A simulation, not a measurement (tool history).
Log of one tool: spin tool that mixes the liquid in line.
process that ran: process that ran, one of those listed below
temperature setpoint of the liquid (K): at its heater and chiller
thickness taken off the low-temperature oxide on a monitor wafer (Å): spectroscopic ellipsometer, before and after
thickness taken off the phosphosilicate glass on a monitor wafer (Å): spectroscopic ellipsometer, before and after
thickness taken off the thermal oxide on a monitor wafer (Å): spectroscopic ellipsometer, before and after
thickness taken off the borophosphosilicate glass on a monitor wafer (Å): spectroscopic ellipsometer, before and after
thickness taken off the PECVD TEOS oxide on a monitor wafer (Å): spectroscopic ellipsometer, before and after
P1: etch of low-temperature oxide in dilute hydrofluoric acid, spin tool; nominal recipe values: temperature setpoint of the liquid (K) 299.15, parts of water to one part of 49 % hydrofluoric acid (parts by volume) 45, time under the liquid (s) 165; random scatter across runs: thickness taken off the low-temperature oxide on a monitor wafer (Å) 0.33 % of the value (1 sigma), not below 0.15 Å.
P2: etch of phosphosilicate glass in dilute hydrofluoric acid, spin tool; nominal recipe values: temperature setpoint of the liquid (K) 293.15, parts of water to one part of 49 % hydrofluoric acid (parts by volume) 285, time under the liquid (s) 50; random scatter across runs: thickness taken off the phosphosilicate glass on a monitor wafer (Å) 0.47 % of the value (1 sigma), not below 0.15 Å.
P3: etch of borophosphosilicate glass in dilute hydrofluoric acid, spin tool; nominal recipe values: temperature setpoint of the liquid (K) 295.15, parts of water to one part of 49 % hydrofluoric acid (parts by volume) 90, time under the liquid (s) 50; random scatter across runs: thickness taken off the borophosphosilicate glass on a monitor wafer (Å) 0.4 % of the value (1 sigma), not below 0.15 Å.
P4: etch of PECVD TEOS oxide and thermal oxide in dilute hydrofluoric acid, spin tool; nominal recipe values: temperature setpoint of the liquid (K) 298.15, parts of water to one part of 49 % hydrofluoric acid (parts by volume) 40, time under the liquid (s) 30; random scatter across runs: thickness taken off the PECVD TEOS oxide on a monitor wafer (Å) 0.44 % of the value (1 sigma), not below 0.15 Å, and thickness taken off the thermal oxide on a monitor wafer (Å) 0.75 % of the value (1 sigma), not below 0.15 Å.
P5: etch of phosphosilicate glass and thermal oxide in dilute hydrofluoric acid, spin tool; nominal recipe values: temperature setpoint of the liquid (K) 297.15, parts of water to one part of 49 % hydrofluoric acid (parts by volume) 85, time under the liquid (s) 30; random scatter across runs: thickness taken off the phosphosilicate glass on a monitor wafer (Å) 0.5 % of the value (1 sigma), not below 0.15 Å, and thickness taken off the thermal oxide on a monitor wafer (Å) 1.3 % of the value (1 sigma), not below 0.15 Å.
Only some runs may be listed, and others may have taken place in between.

run,hour,process that ran,temperature setpoint of the liquid (K),parts of water to one part of 49 % hydrofluoric acid (parts by volume),time under the liquid (s),hours since the thermometer was replaced,hours since the hydrofluoric acid flow meter was replaced,thickness taken off the low-temperature oxide on a monitor wafer (Å),thickness taken off the phosphosilicate glass on a monitor wafer (Å),thickness taken off the thermal oxide on a monitor wafer (Å),thickness taken off the borophosphosilicate glass on a monitor wafer (Å),thickness taken off the PECVD TEOS oxide on a monitor wafer (Å)
1,7,P1,299.15,45,165,82,1264.4,454.49,,,,
2,12.4,P2,293.15,285,50,87.4,1269.8,,254.34,,,
3,20.2,P1,299.15,45,270,95.2,1277.6,740.98,,,,
4,25.9,P1,304.15,45,165,100.9,1283.3,553.76,,,,
5,31.2,P5,297.15,85,30,106.2,1288.6,,721.4,17.235,,
# hour 32.5: hydrofluoric acid flow meter replaced
6,39.5,P5,290.15,85,30,114.5,7,,537.11,12.571,,
7,46.9,P2,293.15,285,20,121.9,14.4,,101.46,,,
8,54,P3,295.15,90,15,129,21.5,,,,93.224,
9,63.5,P1,299.15,20,165,138.5,31,1056.9,,,,
10,69.6,P4,304.65,40,30,144.6,37.1,,,48.771,,300.83
11,78,P1,299.15,45,165,153,45.5,454.26,,,,
12,83.7,P1,295.15,45,165,158.7,51.2,385.14,,,,
13,93.1,P2,293.15,285,50,168.1,60.6,,255.62,,,
14,99.7,P4,298.15,40,15,174.7,67.2,,,18.487,,115.24
15,106.7,P4,298.15,70,30,181.7,74.2,,,20.687,,127.27
16,114.5,P1,299.15,45,165,189.5,82,454.1,,,,
17,122,P5,297.15,45,30,197,89.5,,1422.8,34.181,,
18,129,P1,299.15,45,25,204,96.5,68.836,,,,
19,133.3,P1,299.15,45,165,208.3,100.8,452.25,,,,
20,142.6,P3,303.15,90,50,217.6,110.1,,,,424.21,
21,149.2,P1,299.15,20,250,224.2,116.7,1594.5,,,,
22,155.3,P2,301.15,285,50,230.3,122.8,,336.43,,,
23,164.1,P4,298.15,40,30,239.1,131.6,,,36.642,,230.89
24,173.6,P3,295.15,90,50,248.6,141.1,,,,308.22,
25,178.2,P3,295.15,20,50,253.2,145.7,,,,1526.6,
26,184.2,P5,297.15,85,15,259.2,151.7,,357.45,8.4435,,
27,192.4,P2,293.15,480,50,267.4,159.9,,127.8,,,
28,200.5,P1,299.15,65,165,275.5,168,306.86,,,,
29,206,P1,299.15,45,165,281,173.5,453.48,,,,
30,210.6,P1,299.15,45,165,285.6,178.1,464.27,,,,
31,216.8,P1,299.15,45,165,291.8,184.3,473.65,,,,
32,225.4,P1,299.15,45,165,300.4,192.9,484.11,,,,
33,234.5,P1,299.15,45,165,309.5,202,491.25,,,,
34,241.4,P1,299.15,45,165,316.4,208.9,492.28,,,,
35,249.8,P1,299.15,45,165,324.8,217.3,495.42,,,,
36,257.2,P1,299.15,45,165,332.2,224.7,497.78,,,,
37,262.9,P1,299.15,45,165,337.9,230.4,495.12,,,,
38,267.7,P1,299.15,45,165,342.7,235.2,497.3,,,,
39,271.9,P1,299.15,45,165,346.9,239.4,498.02,,,,
40,278.4,P1,299.15,45,165,353.4,245.9,495.24,,,,

The log shows P1 creeping away from where it was. Any of the 2 causes listed here, at the size stated for it, fits the log just as well as the others:
A: hydrofluoric acid flow above the setpoint (%) = 9.18
B: liquid hotter than its thermometer reads (K) = 2.31
The onset of the drift is placed at about hour 206.

Consider the 4 single-wafer check runs listed below, results given as question marks: which one distinguishes between the causes by giving clearly different results for each?
check 1,284.9,P4,298.15,55,30,,,,,?,,?
check 2,284.9,P3,302.65,30,50,,,,,,?,
check 3,284.9,P2,299.65,285,50,,,,?,,,
check 4,284.9,P5,291.15,85,15,,,,?,?,,

How each check would come out, cause by cause:
check,result,if A,if B
check 1,thickness taken off the thermal oxide on a monitor wafer (Å),29.059,29.032
check 1,thickness taken off the PECVD TEOS oxide on a monitor wafer (Å),181.04,180.87
check 2,thickness taken off the borophosphosilicate glass on a monitor wafer (Å),1499,1499.5
check 3,thickness taken off the phosphosilicate glass on a monitor wafer (Å),358.09,345.55
check 4,thickness taken off the phosphosilicate glass on a monitor wafer (Å),308.23,308.49
check 4,thickness taken off the thermal oxide on a monitor wafer (Å),7.4015,7.4076
Gap, in per cent, between the two causes that each check separates least, read from the result that separates them most: check 1 0.09 %; check 2 0.03 %; check 3 3.57 %; check 4 0.08 %
Check 3 tells the causes apart: in the others they would give nearly the same result.

Here is what check 3 returned: thickness taken off the phosphosilicate glass on a monitor wafer (Å) 357.79. Which cause is it?

The correct cause is A, namely: hydrofluoric acid flow above the setpoint (%).
